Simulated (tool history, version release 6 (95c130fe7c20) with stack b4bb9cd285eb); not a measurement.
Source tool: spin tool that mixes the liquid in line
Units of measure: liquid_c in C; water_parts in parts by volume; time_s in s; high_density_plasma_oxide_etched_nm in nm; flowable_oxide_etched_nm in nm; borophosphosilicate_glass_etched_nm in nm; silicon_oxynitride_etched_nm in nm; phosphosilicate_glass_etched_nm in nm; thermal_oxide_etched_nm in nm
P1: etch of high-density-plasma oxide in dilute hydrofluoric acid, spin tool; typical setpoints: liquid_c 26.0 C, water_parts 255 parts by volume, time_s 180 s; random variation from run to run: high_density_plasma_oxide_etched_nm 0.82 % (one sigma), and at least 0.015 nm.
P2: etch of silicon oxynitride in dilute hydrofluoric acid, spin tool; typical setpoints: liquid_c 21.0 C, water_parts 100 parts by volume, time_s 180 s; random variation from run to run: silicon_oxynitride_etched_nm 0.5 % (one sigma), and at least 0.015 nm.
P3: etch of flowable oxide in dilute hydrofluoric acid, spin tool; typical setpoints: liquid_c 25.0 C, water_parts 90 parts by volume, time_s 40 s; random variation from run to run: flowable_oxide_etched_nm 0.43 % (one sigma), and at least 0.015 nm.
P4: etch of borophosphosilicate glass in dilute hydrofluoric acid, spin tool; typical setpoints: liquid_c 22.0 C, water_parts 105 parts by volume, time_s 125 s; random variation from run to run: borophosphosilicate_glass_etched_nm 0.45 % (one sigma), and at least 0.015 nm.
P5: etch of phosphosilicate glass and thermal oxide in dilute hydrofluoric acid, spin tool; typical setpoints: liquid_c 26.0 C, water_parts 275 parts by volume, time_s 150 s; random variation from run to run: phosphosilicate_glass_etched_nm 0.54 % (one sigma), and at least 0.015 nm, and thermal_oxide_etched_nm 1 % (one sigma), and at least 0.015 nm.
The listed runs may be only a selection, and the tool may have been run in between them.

| run | day | process | liquid_c | water_parts | time_s | high_density_plasma_oxide_etched_nm | flowable_oxide_etched_nm | borophosphosilicate_glass_etched_nm | silicon_oxynitride_etched_nm | phosphosilicate_glass_etched_nm | thermal_oxide_etched_nm |
|---|---|---|---|---|---|---|---|---|---|---|---|
| 1 | 0.254 | P1 | 26.0 | 255 | 180 | 3.22120 |  |  |  |  |  |
| 2 | 0.608 | P1 | 32.5 | 255 | 180 | 3.98850 |  |  |  |  |  |
| 3 | 1.046 | P1 | 26.0 | 255 | 180 | 3.20630 |  |  |  |  |  |
| 4 | 1.258 | P3 | 25.0 | 90 | 80 |  | 31.7590 |  |  |  |  |
| 5 | 1.717 | P4 | 22.0 | 105 | 125 |  |  | 49.763 |  |  |  |
| 6 | 1.954 | P3 | 25.0 | 90 | 40 |  | 15.8020 |  |  |  |  |
| 7 | 2.354 | P4 | 27.5 | 105 | 125 |  |  | 62.218 |  |  |  |
| 8 | 2.658 | P1 | 26.0 | 255 | 180 | 3.17360 |  |  |  |  |  |
| 9 | 3.079 | P3 | 25.0 | 160 | 40 |  | 8.2605 |  |  |  |  |
| 10 | 3.521 | P1 | 26.0 | 255 | 180 | 3.21770 |  |  |  |  |  |
| 11 | 3.862 | P4 | 22.0 | 185 | 125 |  |  | 26.157 |  |  |  |
| 12 | 4.171 | P1 | 26.0 | 255 | 345 | 6.07760 |  |  |  |  |  |
| 13 | 4.475 | P2 | 21.0 | 100 | 330 |  |  |  | 13.672 |  |  |
| 14 | 4.692 | P1 | 26.0 | 60 | 180 | 17.29900 |  |  |  |  |  |
| 15 | 5.146 | P1 | 26.0 | 405 | 180 | 1.76270 |  |  |  |  |  |
| 16 | 5.388 | P1 | 26.0 | 255 | 20 | 0.36762 |  |  |  |  |  |
| 17 | 5.638 | P1 | 29.5 | 460 | 180 | 1.63030 |  |  |  |  |  |
| 18 | 5.858 | P4 | 22.0 | 105 | 210 |  |  | 85.067 |  |  |  |
| 19 | 6.238 | P5 | 26.0 | 275 | 150 |  |  |  |  | 45.275 | 2.34250 |
| 20 | 6.612 | P5 | 30.5 | 275 | 150 |  |  |  |  | 52.711 | 2.77900 |
| 21 | 6.875 | P1 | 26.0 | 255 | 180 | 3.26910 |  |  |  |  |  |
| 22 | 7.112 | P5 | 26.0 | 85 | 150 |  |  |  |  | 184.340 | 9.49290 |
| 23 | 7.567 | P1 | 18.5 | 255 | 180 | 2.46480 |  |  |  |  |  |

Forecast run 24:
| 24 | 8.025 | P5 | 26.0 | 275 | 25 |  |  |  |  | ? | ? |

Run 24 gave phosphosilicate_glass_etched_nm 7.564 nm, thermal_oxide_etched_nm 0.42177 nm.
